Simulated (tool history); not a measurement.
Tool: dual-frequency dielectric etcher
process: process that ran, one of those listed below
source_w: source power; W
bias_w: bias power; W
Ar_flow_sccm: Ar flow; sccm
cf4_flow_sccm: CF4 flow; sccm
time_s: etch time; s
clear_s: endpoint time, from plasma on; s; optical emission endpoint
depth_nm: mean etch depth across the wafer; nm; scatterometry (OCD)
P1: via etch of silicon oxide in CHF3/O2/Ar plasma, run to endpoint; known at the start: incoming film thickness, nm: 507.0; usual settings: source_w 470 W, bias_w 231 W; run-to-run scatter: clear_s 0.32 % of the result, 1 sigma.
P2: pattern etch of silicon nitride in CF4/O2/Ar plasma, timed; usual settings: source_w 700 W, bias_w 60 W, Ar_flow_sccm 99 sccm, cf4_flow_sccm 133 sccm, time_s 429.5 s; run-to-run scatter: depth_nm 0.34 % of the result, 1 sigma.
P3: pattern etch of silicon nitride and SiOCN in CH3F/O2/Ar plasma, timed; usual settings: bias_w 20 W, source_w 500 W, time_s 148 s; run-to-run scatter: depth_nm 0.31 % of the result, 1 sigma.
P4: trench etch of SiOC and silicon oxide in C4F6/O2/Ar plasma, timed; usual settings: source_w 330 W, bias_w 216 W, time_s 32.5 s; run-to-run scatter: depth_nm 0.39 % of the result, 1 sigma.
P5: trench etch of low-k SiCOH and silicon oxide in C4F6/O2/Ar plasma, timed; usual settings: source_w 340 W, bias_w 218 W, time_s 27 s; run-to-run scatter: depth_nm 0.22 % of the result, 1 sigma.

run     day  process  source_w  bias_w  Ar_flow_sccm  cf4_flow_sccm  time_s  hours since the last wet clean  hours since the last source power generator calibration  hours since the last bias power generator calibration  clear_s  depth_nm
  1   0.754       P1       470     231                                                                134.3                                                    412.3                                                  703.1   264.88
  2   1.446       P2       860      60            99            133   429.5                           150.9                                                    428.9                                                  719.7             1424.8
  3   2.171       P5       260     218                                   27                           168.3                                                    446.3                                                  737.1             72.956
  4   2.792       P3       500      20                                  148                           183.2                                                    461.2                                                    752             20.284
  5   3.575       P4       330     216                                   18                             202                                                      480                                                  770.8              35.68
  6       4       P3       310      20                                  148                           212.2                                                    490.2                                                    781             17.119
  7   4.642       P1       280     296                                                                227.6                                                    505.6                                                  796.4   293.61
  8       5       P2       700      60            99            133   429.5                           236.2                                                    514.2                                                    805             1184.4
  9   5.404       P2       700      60            99             85   429.5                           245.9                                                    523.9                                                  814.7             1127.7
 10   6.008       P3       500      25                                  148                           260.4                                                    538.4                                                  829.2             22.263
 11   6.517       P5       340     218                                   21                           272.6                                                    550.6                                                  841.4             62.963
 12   6.883       P1       580     231                                                                281.4                                                    559.4                                                  850.2   245.28
 13   7.417       P1       470     169                                                                294.2                                                    572.2                                                    863   295.36
 14   8.162       P5       340     218                                   27                           312.1                                                    590.1                                                  880.9             80.913
 15   8.758       P1       470     231                                                                326.4                                                    604.4                                                  895.2   265.19
 16     9.2       P5       340     218                                   27                             337                                                      615                                                  905.8             81.253
 17    9.75       P2       700      60            99            133     236                           350.2                                                    628.2                                                    919              656.4
 18  10.525       P5       340     307                                   27                           368.8                                                    646.8                                                  937.6              91.33
 19  11.071       P1       470     231                                                                381.9                                                    659.9                                                  950.7   266.18
 20  11.625       P1       470     297                                                                395.2                                                    673.2                                                    964   242.62
 21  12.079       P1       470     231                                                                406.1                                                    684.1                                                  974.9   265.52
 22  12.546       P2       700      74            99            133   429.5                           417.3                                                    695.3                                                  986.1             1287.6
 23  12.962       P4       330     258                                 32.5                           427.3                                                    705.3                                                  996.1             68.748
 24  13.662       P1       470     231                                                                444.1                                                    722.1                                                 1012.9   264.59
 25  14.083       P2       700      60            99            133   429.5                           454.2                                                    732.2                                                   1023             1193.8
 26  14.508       P1       290     231                                                                464.4                                                    742.4                                                 1033.2    318.2
 27  14.967       P3       500      20                                207.5                           475.4                                                    753.4                                                 1044.2             28.335
 28  15.429       P4       200     216                                 32.5                           486.5                                                    764.5                                                 1055.3             53.421
 29  16.117       P2       700      60            58            133   429.5                             503                                                      781                                                 1071.8             1257.2
 30  16.529       P4       330     216                                 32.5                           512.9                                                    790.9                                                 1081.7             65.478
 31  17.042       P4       330     216                                 32.5                           525.2                                                    803.2                                                   1094             64.822
 32  17.833       P1       470     231                                                                544.2                                                    822.2                                                   1113   266.14
 33  18.242       P1       470     231                                                                  554                                                      832                                                 1122.8   264.28
 34  18.883       P1       470     231                                                                569.4                                                    847.4                                                 1138.2   262.08
     19.283  -- wet clean of the chamber
 35  19.617       P1       470     231                                                                  8.1                                                      865                                                 1155.8   262.38
 36  20.292       P1       470     231                                                                 24.3                                                    881.2                                                   1172   262.39
 37  20.679       P1       470     231                                                                 33.6                                                    890.5                                                 1181.3   260.52
 38  21.312       P1       470     231                                                                 48.8                                                    905.7                                                 1196.5   262.12

What P1 gives has crept away from where it was. These 2 causes fit the log equally well, each at the size given:
A: source power that arrives over what is set, % = 4.41
B: bias power that arrives over what is set, % = 4.62
The creep began at about day 17.833.
Why every other cause is out:
chamber walls in a state that raises the etch rate, %: serviced at day 19.283, which brought nothing back

4 check runs are offered, each on 2 wafers whose results are averaged, their results left as question marks. Which one tells the causes apart?
check 1  21.946       P4       330     216                                 32.5                                                                                                                                                                  ?
check 2  21.946       P5       340     218                                   27                                                                                                                                                                  ?
check 3  21.946       P2       700      60            99            133   429.5                                                                                                                                                                  ?
check 4  21.946       P3       500      20                                  148                                                                                                                                                                  ?

What each check would give under each cause:
  check    result    if A    if B
check 1  depth_nm  65.814  65.718
check 2  depth_nm  82.351  82.228
check 3  depth_nm  1238.4  1212.5
check 4  depth_nm  20.541  20.628
How far apart the two closest causes lie, in the result that separates them most: check 1 0.14 %; check 2 0.15 %; check 3 2.11 %; check 4 0.42 %
Only check 3 tells the causes apart: in the others they would give nearly the same result.

Then check 3 was run and gave: depth_nm 1209.1 nm. Which cause is it?

It is B: bias power that arrives over what is set, %.

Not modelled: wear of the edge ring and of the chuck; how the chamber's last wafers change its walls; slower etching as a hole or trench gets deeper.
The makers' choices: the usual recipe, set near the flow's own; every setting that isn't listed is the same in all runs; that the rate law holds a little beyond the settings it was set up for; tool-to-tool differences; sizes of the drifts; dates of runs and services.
